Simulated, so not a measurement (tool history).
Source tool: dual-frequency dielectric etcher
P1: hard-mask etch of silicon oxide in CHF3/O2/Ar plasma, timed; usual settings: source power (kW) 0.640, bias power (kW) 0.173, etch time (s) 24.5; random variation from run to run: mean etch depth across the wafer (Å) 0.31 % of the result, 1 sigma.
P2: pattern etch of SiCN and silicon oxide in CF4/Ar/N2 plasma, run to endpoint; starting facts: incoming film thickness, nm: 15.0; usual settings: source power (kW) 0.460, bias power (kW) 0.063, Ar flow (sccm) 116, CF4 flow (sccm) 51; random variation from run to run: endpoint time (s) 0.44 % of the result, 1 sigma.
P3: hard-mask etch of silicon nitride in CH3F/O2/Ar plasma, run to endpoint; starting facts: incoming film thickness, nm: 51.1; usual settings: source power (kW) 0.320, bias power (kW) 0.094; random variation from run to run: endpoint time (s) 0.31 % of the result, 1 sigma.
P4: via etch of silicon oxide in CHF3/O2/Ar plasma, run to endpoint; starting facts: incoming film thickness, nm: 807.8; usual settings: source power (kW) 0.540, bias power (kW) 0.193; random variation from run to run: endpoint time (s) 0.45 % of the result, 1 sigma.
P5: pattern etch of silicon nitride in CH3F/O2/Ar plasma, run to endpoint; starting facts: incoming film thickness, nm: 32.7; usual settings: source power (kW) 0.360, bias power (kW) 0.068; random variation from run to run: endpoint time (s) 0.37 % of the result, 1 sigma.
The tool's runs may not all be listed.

| run | hour | process that ran | source power (kW) | bias power (kW) | etch time (s) | Ar flow (sccm) | CF4 flow (sccm) | hours since the last wet clean | hours since the last source power generator calibration | hours since the last bias power generator calibration | mean etch depth across the wafer (Å) | endpoint time (s) |
|---|---|---|---|---|---|---|---|---|---|---|---|---|
| 1 | 13.4 | P1 | 0.640 | 0.173 | 24.5 |  |  | 212.4 | 3055.9 | 973.0 | 497.03 |  |
| 2 | 21.7 | P1 | 0.640 | 0.173 | 35.5 |  |  | 220.7 | 3064.2 | 981.3 | 718.35 |  |
| 3 | 40.1 | P4 | 0.540 | 0.250 |  |  |  | 239.1 | 3082.6 | 999.7 |  | 361.500 |
| 4 | 55.6 | P1 | 0.640 | 0.173 | 24.5 |  |  | 254.6 | 3098.1 | 1015.2 | 499.68 |  |
| 5 | 69.6 | P1 | 0.640 | 0.226 | 24.5 |  |  | 268.6 | 3112.1 | 1029.2 | 545.72 |  |
| 6 | 85.6 | P2 | 0.640 | 0.063 |  | 116 | 51 | 284.6 | 3128.1 | 1045.2 |  | 14.496 |
| 7 | 96.1 | P1 | 0.460 | 0.173 | 24.5 |  |  | 295.1 | 3138.6 | 1055.7 | 438.89 |  |
| 8 | 108.2 | P3 | 0.320 | 0.094 |  |  |  | 307.2 | 3150.7 | 1067.8 |  | 74.897 |
| 9 | 116.7 | P1 | 0.390 | 0.209 | 24.5 |  |  | 315.7 | 3159.2 | 1076.3 | 437.57 |  |
| 10 | 131.0 | P5 | 0.360 | 0.068 |  |  |  | 330.0 | 3173.5 | 1090.6 |  | 50.720 |
| 11 | 143.1 | P4 | 0.540 | 0.193 |  |  |  | 342.1 | 3185.6 | 1102.7 |  | 395.380 |
| 12 | 158.1 | P1 | 0.640 | 0.173 | 24.5 |  |  | 357.1 | 3200.6 | 1117.7 | 493.59 |  |
| 13 | 169.2 | P1 | 0.640 | 0.136 | 24.5 |  |  | 368.2 | 3211.7 | 1128.8 | 458.10 |  |
| 14 | 179.5 | P1 | 0.640 | 0.173 | 13.5 |  |  | 378.5 | 3222.0 | 1139.1 | 274.76 |  |
| 15 | 195.6 | P1 | 0.890 | 0.173 | 24.5 |  |  | 394.6 | 3238.1 | 1155.2 | 560.44 |  |
|  | 200.8 | source power generator calibrated |
| 16 | 204.9 | P1 | 0.640 | 0.173 | 24.5 |  |  | 403.9 | 4.1 | 1164.5 | 497.18 |  |
| 17 | 214.3 | P1 | 0.640 | 0.173 | 24.5 |  |  | 413.3 | 13.5 | 1173.9 | 496.50 |  |
| 18 | 226.0 | P3 | 0.320 | 0.094 |  |  |  | 425.0 | 25.2 | 1185.6 |  | 74.537 |
| 19 | 236.4 | P5 | 0.450 | 0.068 |  |  |  | 435.4 | 35.6 | 1196.0 |  | 46.247 |
| 20 | 254.9 | P2 | 0.460 | 0.036 |  | 116 | 51 | 453.9 | 54.1 | 1214.5 |  | 23.381 |
| 21 | 271.5 | P3 | 0.250 | 0.094 |  |  |  | 470.5 | 70.7 | 1231.1 |  | 81.903 |
| 22 | 279.7 | P2 | 0.460 | 0.063 |  | 116 | 72 | 478.7 | 78.9 | 1239.3 |  | 18.345 |
| 23 | 293.7 | P5 | 0.360 | 0.068 |  |  |  | 492.7 | 92.9 | 1253.3 |  | 50.663 |
| 24 | 304.7 | P5 | 0.360 | 0.048 |  |  |  | 503.7 | 103.9 | 1264.3 |  | 56.681 |
| 25 | 318.2 | P3 | 0.320 | 0.055 |  |  |  | 517.2 | 117.4 | 1277.8 |  | 90.307 |
| 26 | 330.4 | P2 | 0.460 | 0.063 |  | 116 | 51 | 529.4 | 129.6 | 1290.0 |  | 19.360 |
| 27 | 346.5 | P2 | 0.460 | 0.063 |  | 149 | 51 | 545.5 | 145.7 | 1306.1 |  | 20.111 |
| 28 | 360.5 | P1 | 0.640 | 0.228 | 14.0 |  |  | 559.5 | 159.7 | 1320.1 | 310.14 |  |
| 29 | 373.6 | P4 | 0.320 | 0.193 |  |  |  | 572.6 | 172.8 | 1333.2 |  | 482.410 |
| 30 | 383.9 | P1 | 0.640 | 0.173 | 24.5 |  |  | 582.9 | 183.1 | 1343.5 | 498.65 |  |
| 31 | 392.3 | P1 | 0.640 | 0.173 | 24.5 |  |  | 591.3 | 191.5 | 1351.9 | 499.91 |  |
| 32 | 409.7 | P1 | 0.640 | 0.173 | 24.5 |  |  | 608.7 | 208.9 | 1369.3 | 502.04 |  |
| 33 | 422.1 | P1 | 0.640 | 0.173 | 24.5 |  |  | 621.1 | 221.3 | 1381.7 | 502.69 |  |
| 34 | 432.9 | P1 | 0.640 | 0.173 | 24.5 |  |  | 631.9 | 232.1 | 1392.5 | 505.62 |  |
|  | 440.0 | wet clean of the chamber |
| 35 | 443.4 | P1 | 0.640 | 0.173 | 24.5 |  |  | 3.5 | 242.6 | 1403.0 | 504.98 |  |
| 36 | 456.6 | P1 | 0.640 | 0.173 | 24.5 |  |  | 16.7 | 255.8 | 1416.2 | 504.43 |  |
| 37 | 468.1 | P1 | 0.640 | 0.173 | 24.5 |  |  | 28.2 | 267.3 | 1427.7 | 502.40 |  |

P1 has crept away from where it was. The log is fitted equally well by each of these 2 causes, at the sizes shown:
A: source power that arrives over what is set, % = 4.17
B: bias power that arrives over what is set, % = 4.82
The gradual shift began around hour 383.9.
Why every other cause is out:
chamber walls in a state that raises the etch rate, %: serviced at hour 440.0, after the change had begun; the process did not return to its earlier output

Which of the check runs below tells the causes apart, meaning the causes would give it clearly different results? Each run uses 3 wafers whose results are averaged, and each result is shown as a question mark.
| check 1 | 479.6 | P5 | 0.430 | 0.054 |  |  |  |  |  |  |  | ? |
| check 2 | 479.6 | P3 | 0.320 | 0.068 |  |  |  |  |  |  |  | ? |
| check 3 | 479.6 | P2 | 0.460 | 0.063 |  | 116 | 71 |  |  |  |  | ? |
| check 4 | 479.6 | P4 | 0.370 | 0.247 |  |  |  |  |  |  |  | ? |

How each check would come out, cause by cause:
| check | result | if A | if B |
|---|---|---|---|
| check 1 | endpoint time (s) | 50.217 | 50.258 |
| check 2 | endpoint time (s) | 82.731 | 82.664 |
| check 3 | endpoint time (s) | 17.683 | 18.045 |
| check 4 | endpoint time (s) | 413.000 | 412.130 |
Minimum pairwise separation of causes per check, each pair taken at its best-separating result: check 1 0.08 %; check 2 0.08 %; check 3 2.03 %; check 4 0.21 %
The other checks would show nearly matching results whichever cause is true, so check 3 is the only one that separates the causes.

Then check 3 was run and gave: endpoint time (s) 18.046. Which cause is it?

It was cause B: bias power that arrives over what is set, %.
